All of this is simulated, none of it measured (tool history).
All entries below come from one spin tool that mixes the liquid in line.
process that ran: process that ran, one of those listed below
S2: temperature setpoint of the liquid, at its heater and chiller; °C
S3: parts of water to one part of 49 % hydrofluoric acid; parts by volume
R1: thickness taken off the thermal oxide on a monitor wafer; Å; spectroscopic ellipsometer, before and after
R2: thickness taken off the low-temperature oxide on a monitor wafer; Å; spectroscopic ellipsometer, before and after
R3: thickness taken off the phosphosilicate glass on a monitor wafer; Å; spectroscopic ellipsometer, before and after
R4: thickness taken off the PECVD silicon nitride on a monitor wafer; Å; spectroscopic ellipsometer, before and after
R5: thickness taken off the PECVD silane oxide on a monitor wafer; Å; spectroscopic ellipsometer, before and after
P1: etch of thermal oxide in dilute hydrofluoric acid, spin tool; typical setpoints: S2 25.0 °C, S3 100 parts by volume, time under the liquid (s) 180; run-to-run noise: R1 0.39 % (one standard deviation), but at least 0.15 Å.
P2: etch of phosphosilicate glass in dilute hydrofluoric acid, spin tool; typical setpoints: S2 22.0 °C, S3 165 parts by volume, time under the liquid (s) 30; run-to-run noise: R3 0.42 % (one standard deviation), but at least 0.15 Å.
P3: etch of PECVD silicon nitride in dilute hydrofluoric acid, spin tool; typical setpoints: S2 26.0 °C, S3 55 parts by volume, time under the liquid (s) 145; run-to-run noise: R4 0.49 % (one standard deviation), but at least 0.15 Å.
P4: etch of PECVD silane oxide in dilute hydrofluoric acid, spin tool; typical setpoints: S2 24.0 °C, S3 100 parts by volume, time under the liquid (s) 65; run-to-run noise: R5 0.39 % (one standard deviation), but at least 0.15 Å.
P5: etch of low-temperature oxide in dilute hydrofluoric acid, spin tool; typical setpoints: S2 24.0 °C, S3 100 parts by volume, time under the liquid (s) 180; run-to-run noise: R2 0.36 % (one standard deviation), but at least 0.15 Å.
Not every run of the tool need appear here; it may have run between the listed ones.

run 1 hour=5.0 | process_that_ran=P1 S2=25.0 S3=100 time_under_the_liquid_(s)=180 | R1=84.834
run 2 hour=7.3 | process_that_ran=P5 S2=31.5 S3=100 time_under_the_liquid_(s)=180 | R2=281.71
run 3 hour=12.0 | process_that_ran=P1 S2=29.5 S3=100 time_under_the_liquid_(s)=45 | R1=25.050
run 4 hour=14.8 | process_that_ran=P2 S2=29.5 S3=165 time_under_the_liquid_(s)=30 | R3=367.25
run 5 hour=17.4 | process_that_ran=P1 S2=25.0 S3=150 time_under_the_liquid_(s)=180 | R1=53.461
run 6 hour=19.9 | process_that_ran=P1 S2=25.0 S3=100 time_under_the_liquid_(s)=180 | R1=85.115
run 7 hour=22.2 | process_that_ran=P1 S2=25.0 S3=100 time_under_the_liquid_(s)=180 | R1=84.506
run 8 hour=24.9 | process_that_ran=P1 S2=20.5 S3=100 time_under_the_liquid_(s)=180 | R1=71.401
run 9 hour=28.9 | process_that_ran=P1 S2=25.0 S3=100 time_under_the_liquid_(s)=320 | R1=150.310
run 10 hour=31.9 | process_that_ran=P3 S2=26.0 S3=55 time_under_the_liquid_(s)=270 | R4=91.713
run 11 hour=34.0 | process_that_ran=P4 S2=17.0 S3=100 time_under_the_liquid_(s)=65 | R5=88.777
run 12 hour=36.5 | process_that_ran=P5 S2=24.0 S3=100 time_under_the_liquid_(s)=180 | R2=210.64
run 13 hour=40.8 | process_that_ran=P4 S2=24.0 S3=25 time_under_the_liquid_(s)=65 | R5=516.380
run 14 hour=45.3 | process_that_ran=P1 S2=25.0 S3=100 time_under_the_liquid_(s)=75 | R1=35.257
run 15 hour=48.3 | process_that_ran=P2 S2=22.0 S3=165 time_under_the_liquid_(s)=30 | R3=276.05
run 16 hour=51.8 | process_that_ran=P1 S2=29.5 S3=175 time_under_the_liquid_(s)=180 | R1=52.331
run 17 hour=56.1 | process_that_ran=P1 S2=25.0 S3=100 time_under_the_liquid_(s)=180 | R1=84.772
run 18 hour=58.3 | process_that_ran=P5 S2=24.0 S3=100 time_under_the_liquid_(s)=325 | R2=382.51
-- hour=58.7 hydrofluoric acid flow meter replaced
run 19 hour=61.7 | process_that_ran=P4 S2=24.0 S3=100 time_under_the_liquid_(s)=65 | R5=117.300
run 20 hour=66.5 | process_that_ran=P2 S2=22.0 S3=250 time_under_the_liquid_(s)=30 | R3=168.54
run 21 hour=69.6 | process_that_ran=P2 S2=22.0 S3=165 time_under_the_liquid_(s)=15 | R3=139.52
run 22 hour=73.3 | process_that_ran=P1 S2=25.0 S3=100 time_under_the_liquid_(s)=180 | R1=84.799
run 23 hour=76.8 | process_that_ran=P1 S2=25.0 S3=180 time_under_the_liquid_(s)=255 | R1=60.603
run 24 hour=79.8 | process_that_ran=P3 S2=26.0 S3=20 time_under_the_liquid_(s)=145 | R4=130.950
run 25 hour=82.7 | process_that_ran=P3 S2=32.5 S3=55 time_under_the_liquid_(s)=145 | R4=74.216
run 26 hour=87.1 | process_that_ran=P5 S2=24.0 S3=20 time_under_the_liquid_(s)=180 | R2=1182.80
run 27 hour=90.2 | process_that_ran=P4 S2=24.0 S3=100 time_under_the_liquid_(s)=125 | R5=227.600
run 28 hour=94.0 | process_that_ran=P3 S2=26.0 S3=55 time_under_the_liquid_(s)=145 | R4=49.088
run 29 hour=97.6 | process_that_ran=P1 S2=30.5 S3=100 time_under_the_liquid_(s)=180 | R1=105.110
run 30 hour=101.1 | process_that_ran=P5 S2=24.0 S3=100 time_under_the_liquid_(s)=180 | R2=211.37
run 31 hour=105.7 | process_that_ran=P1 S2=25.0 S3=55 time_under_the_liquid_(s)=180 | R1=163.940
run 32 hour=108.3 | process_that_ran=P1 S2=25.0 S3=100 time_under_the_liquid_(s)=180 | R1=85.113
run 33 hour=112.6 | process_that_ran=P1 S2=25.0 S3=100 time_under_the_liquid_(s)=180 | R1=86.194
run 34 hour=116.0 | process_that_ran=P1 S2=25.0 S3=100 time_under_the_liquid_(s)=180 | R1=87.126
run 35 hour=120.1 | process_that_ran=P1 S2=25.0 S3=100 time_under_the_liquid_(s)=180 | R1=87.730
run 36 hour=124.4 | process_that_ran=P1 S2=25.0 S3=100 time_under_the_liquid_(s)=180 | R1=88.432
run 37 hour=127.3 | process_that_ran=P1 S2=25.0 S3=100 time_under_the_liquid_(s)=180 | R1=88.839
run 38 hour=132.1 | process_that_ran=P1 S2=25.0 S3=100 time_under_the_liquid_(s)=180 | R1=89.607

Estimate the outcome of run 39 from the log above:
run 39 hour=136.6 | process_that_ran=P1 S2=25.0 S3=100 time_under_the_liquid_(s)=180 | R1=?

R1: 89.477 Å
